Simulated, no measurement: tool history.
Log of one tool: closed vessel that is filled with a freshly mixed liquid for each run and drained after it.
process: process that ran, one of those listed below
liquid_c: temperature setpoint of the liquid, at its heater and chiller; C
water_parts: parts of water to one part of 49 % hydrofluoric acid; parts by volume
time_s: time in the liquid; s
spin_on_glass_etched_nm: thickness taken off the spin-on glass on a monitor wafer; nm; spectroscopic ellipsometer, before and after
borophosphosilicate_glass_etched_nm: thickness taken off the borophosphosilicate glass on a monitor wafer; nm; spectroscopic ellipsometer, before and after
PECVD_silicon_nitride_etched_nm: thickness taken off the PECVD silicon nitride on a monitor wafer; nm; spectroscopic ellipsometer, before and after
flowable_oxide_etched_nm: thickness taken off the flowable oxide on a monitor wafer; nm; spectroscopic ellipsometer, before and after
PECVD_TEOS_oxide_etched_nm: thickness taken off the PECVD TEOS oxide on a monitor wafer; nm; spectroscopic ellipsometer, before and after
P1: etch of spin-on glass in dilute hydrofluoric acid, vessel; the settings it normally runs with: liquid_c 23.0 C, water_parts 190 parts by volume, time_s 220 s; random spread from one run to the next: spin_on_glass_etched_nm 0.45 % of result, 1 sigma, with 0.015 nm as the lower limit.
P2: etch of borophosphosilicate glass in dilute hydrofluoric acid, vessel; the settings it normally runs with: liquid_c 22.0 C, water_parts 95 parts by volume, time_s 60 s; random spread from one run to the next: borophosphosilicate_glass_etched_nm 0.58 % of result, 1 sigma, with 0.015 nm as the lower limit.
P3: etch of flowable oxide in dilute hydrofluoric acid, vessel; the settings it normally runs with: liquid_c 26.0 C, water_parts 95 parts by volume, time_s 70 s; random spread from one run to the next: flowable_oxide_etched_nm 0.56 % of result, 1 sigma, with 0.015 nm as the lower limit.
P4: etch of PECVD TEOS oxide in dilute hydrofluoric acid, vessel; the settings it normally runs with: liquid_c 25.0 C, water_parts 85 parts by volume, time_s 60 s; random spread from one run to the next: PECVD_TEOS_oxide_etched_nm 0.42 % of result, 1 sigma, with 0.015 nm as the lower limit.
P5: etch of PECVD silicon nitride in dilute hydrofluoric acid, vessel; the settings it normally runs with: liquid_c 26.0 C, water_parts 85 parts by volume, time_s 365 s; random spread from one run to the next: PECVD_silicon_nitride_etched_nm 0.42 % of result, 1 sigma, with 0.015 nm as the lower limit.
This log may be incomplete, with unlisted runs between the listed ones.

run,hour,process,liquid_c,water_parts,time_s,spin_on_glass_etched_nm,borophosphosilicate_glass_etched_nm,PECVD_silicon_nitride_etched_nm,flowable_oxide_etched_nm,PECVD_TEOS_oxide_etched_nm
1,9.2,P1,23.0,190,220,44.3600,,,,
2,19.0,P1,23.0,190,220,44.1780,,,,
3,25.4,P2,22.0,30,60,,76.433,,,
4,35.0,P5,26.0,85,700,,,16.9370,,
5,43.8,P5,22.5,85,365,,,7.0268,,
6,52.8,P3,26.0,140,70,,,,12.727,
7,62.0,P2,22.0,95,60,,22.139,,,
8,71.5,P3,26.0,95,100,,,,27.864,
9,77.8,P1,23.0,190,365,73.3500,,,,
10,83.2,P1,23.0,190,40,8.0459,,,,
11,92.5,P1,23.0,190,220,44.3650,,,,
12,101.6,P1,23.0,275,385,49.1510,,,,
13,109.3,P4,20.0,85,60,,,,,13.935
14,116.4,P4,25.0,85,30,,,,,8.539
15,125.6,P1,23.0,270,220,28.5710,,,,
16,132.9,P5,26.0,25,365,,,29.4390,,
17,137.9,P3,26.0,95,70,,,,19.761,
18,146.5,P4,25.0,85,60,,,,,17.204
19,155.8,P5,26.0,85,365,,,8.8403,,
20,163.4,P1,23.0,190,220,44.5730,,,,
21,170.3,P4,25.0,45,60,,,,,34.294
22,175.0,P1,23.0,55,220,179.2600,,,,
23,179.7,P3,31.5,95,70,,,,24.359,
24,186.6,P2,22.0,95,60,,22.150,,,
25,192.5,P1,17.0,190,220,35.0260,,,,
26,199.6,P1,31.0,190,220,58.9570,,,,
27,206.0,P2,22.0,95,115,,42.783,,,
28,213.9,P5,26.0,85,365,,,8.8642,,
29,222.5,P2,17.0,95,60,,18.116,,,
30,228.4,P1,23.0,190,220,44.3290,,,,
31,234.0,P1,23.0,190,220,42.8590,,,,
32,241.7,P1,23.0,190,220,42.1620,,,,
33,248.7,P1,23.0,190,220,41.6470,,,,

Run 34 has not been measured yet. What should we expect?
34,258.2,P1,23.0,190,220,?,,,,

Run 34 measured spin_on_glass_etched_nm 41.1480 nm.
